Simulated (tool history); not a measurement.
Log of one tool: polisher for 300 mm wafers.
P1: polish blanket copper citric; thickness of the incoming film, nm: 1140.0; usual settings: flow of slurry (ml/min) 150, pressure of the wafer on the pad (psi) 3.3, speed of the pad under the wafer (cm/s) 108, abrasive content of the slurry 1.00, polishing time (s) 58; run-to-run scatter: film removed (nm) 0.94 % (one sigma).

run   hour  flow of slurry (ml/min)  pressure of the wafer on the pad (psi)  speed of the pad under the wafer (cm/s)  abrasive content of the slurry  polishing time (s)  wafers polished on this pad  hours since the slurry nozzle was cleaned  hours since the head pressure was calibrated  hours since the slurry blender was calibrated  film removed (nm)
  1   13.9                      150                                     3.3                                      108                            1.00                  58                          314                                      462.5                                         558.3                                          191.1            168.170
  2   26.7                      150                                     1.5                                      108                            1.00                  58                          397                                      475.3                                         571.1                                          203.9             80.446
  3   39.7                       90                                     3.3                                      108                            1.00                  58                          482                                      488.3                                         584.1                                          216.9            152.320
  4   47.8                      150                                     3.3                                      108                            1.00                  91                          534                                      496.4                                         592.2                                          225.0            263.830
  5   62.1                      150                                     3.3                                      170                            1.00                  58                          627                                      510.7                                         606.5                                          239.3            268.470
  6   70.5                      150                                     3.3                                      108                            0.65                  58                          681                                      519.1                                         614.9                                          247.7            156.660
  7   82.2                      150                                     3.3                                       52                            1.35                  58                          757                                      530.8                                         626.6                                          259.4             90.346
  8   90.0                      150                                     3.3                                      108                            1.00                  58                          808                                      538.6                                         634.4                                          267.2            172.140
  9  100.7                      150                                     3.3                                      108                            1.00                  58                          877                                      549.3                                         645.1                                          277.9            171.380
 10  107.8                      150                                     5.2                                      108                            1.00                  58                          923                                      556.4                                         652.2                                          285.0            265.460
 11  120.0                      150                                     3.3                                      108                            1.00                  58                         1002                                      568.6                                         664.4                                          297.2            168.610
 12  131.5                      220                                     3.3                                      108                            0.55                  58                         1077                                      580.1                                         675.9                                          308.7            161.170
     140.0  -- slurry blender recalibrated
 13  141.8                      150                                     3.3                                      108                            1.00                  38                         1144                                      590.4                                         686.2                                            1.9            111.290
 14  152.9                      150                                     3.3                                      108                            1.00                  58                         1216                                      601.5                                         697.3                                           13.0            170.190
 15  165.2                      150                                     3.3                                       66                            1.00                  58                         1295                                      613.8                                         709.6                                           25.3            104.380
 16  172.3                      150                                     3.3                                      108                            1.35                  58                         1341                                      620.9                                         716.7                                           32.4            180.370
 17  183.6                      195                                     3.3                                      108                            1.00                  58                         1415                                      632.2                                         728.0                                           43.7            174.420
 18  195.4                      150                                     3.3                                      108                            1.00                  58                         1491                                      644.0                                         739.8                                           55.5            168.690
 19  207.4                      150                                     3.3                                      108                            1.00                  58                         1569                                      656.0                                         751.8                                           67.5            167.690
 20  217.7                      150                                     3.3                                      108                            1.00                  58                         1636                                      666.3                                         762.1                                           77.8            162.460
 21  233.1                      150                                     3.3                                      108                            1.00                  58                         1735                                      681.7                                         777.5                                           93.2            162.200
 22  245.9                      150                                     3.3                                      108                            1.00                  58                         1818                                      694.5                                         790.3                                          106.0            161.460
 23  260.7                      150                                     3.3                                      108                            1.00                  58                         1914                                      709.3                                         805.1                                          120.8            157.340
     265.5  -- head pressure recalibrated
 24  271.0                      150                                     3.3                                      108                            1.00                  58                         1981                                      719.6                                           5.6                                          131.1            158.970
 25  283.9                      150                                     3.3                                      108                            1.00                  58                         2065                                      732.5                                          18.5                                          144.0            159.670
     284.3  -- slurry blender recalibrated
 26  297.6                      150                                     3.3                                      108                            1.00                  58                         2154                                      746.2                                          32.2                                           13.4            155.420
 27  307.9                      150                                     3.3                                      108                            1.00                  58                         2220                                      756.5                                          42.5                                           23.7            155.530
 28  314.8                      150                                     3.3                                      108                            1.00                  58                         2265                                      763.4                                          49.4                                           30.6            156.600
 29  325.0                      150                                     3.3                                      108                            1.00                  58                         2331                                      773.6                                          59.6                                           40.8            157.810

What P1 gives has crept away from where it was. These 2 causes fit the log equally well, each at the size given:
A: slurry flow missing at the pad, % = 32.5
B: removal rate lost through wear of the pad, % = 7.83
The creep began at about hour 195.4.
Why every other cause is out:
head's pressure below its setpoint, %: serviced at hour 265.5, which brought nothing back
abrasive missing from the slurry, %: serviced at hour 284.3, which brought nothing back

4 check runs are offered, each on 5 wafers whose results are averaged, their results left as question marks. Which one tells the causes apart?
check 1  335.2                      150                                     3.3                                      152                            1.00                  58                                                                                                                                                                                       ?
check 2  335.2                      150                                     3.3                                       78                            1.00                  58                                                                                                                                                                                       ?
check 3  335.2                      105                                     3.3                                      108                            0.75                  58                                                                                                                                                                                       ?
check 4  335.2                      150                                     3.3                                      108                            1.00                  80                                                                                                                                                                                       ?

What each check would give under each cause:
  check             result     if A     if B
check 1  film removed (nm)  219.940  219.930
check 2  film removed (nm)  114.420  114.420
check 3  film removed (nm)  133.490  137.580
check 4  film removed (nm)  216.820  216.820
How far apart the two closest causes lie, in the result that separates them most: check 1 0 %; check 2 0 %; check 3 3.01 %; check 4 0 %
Check 3 tells the causes apart: in the others they would give nearly the same result.

Check 3 was then run and gave: film removed (nm) 137.140. Which cause is it?

It is B: removal rate lost through wear of the pad, %.

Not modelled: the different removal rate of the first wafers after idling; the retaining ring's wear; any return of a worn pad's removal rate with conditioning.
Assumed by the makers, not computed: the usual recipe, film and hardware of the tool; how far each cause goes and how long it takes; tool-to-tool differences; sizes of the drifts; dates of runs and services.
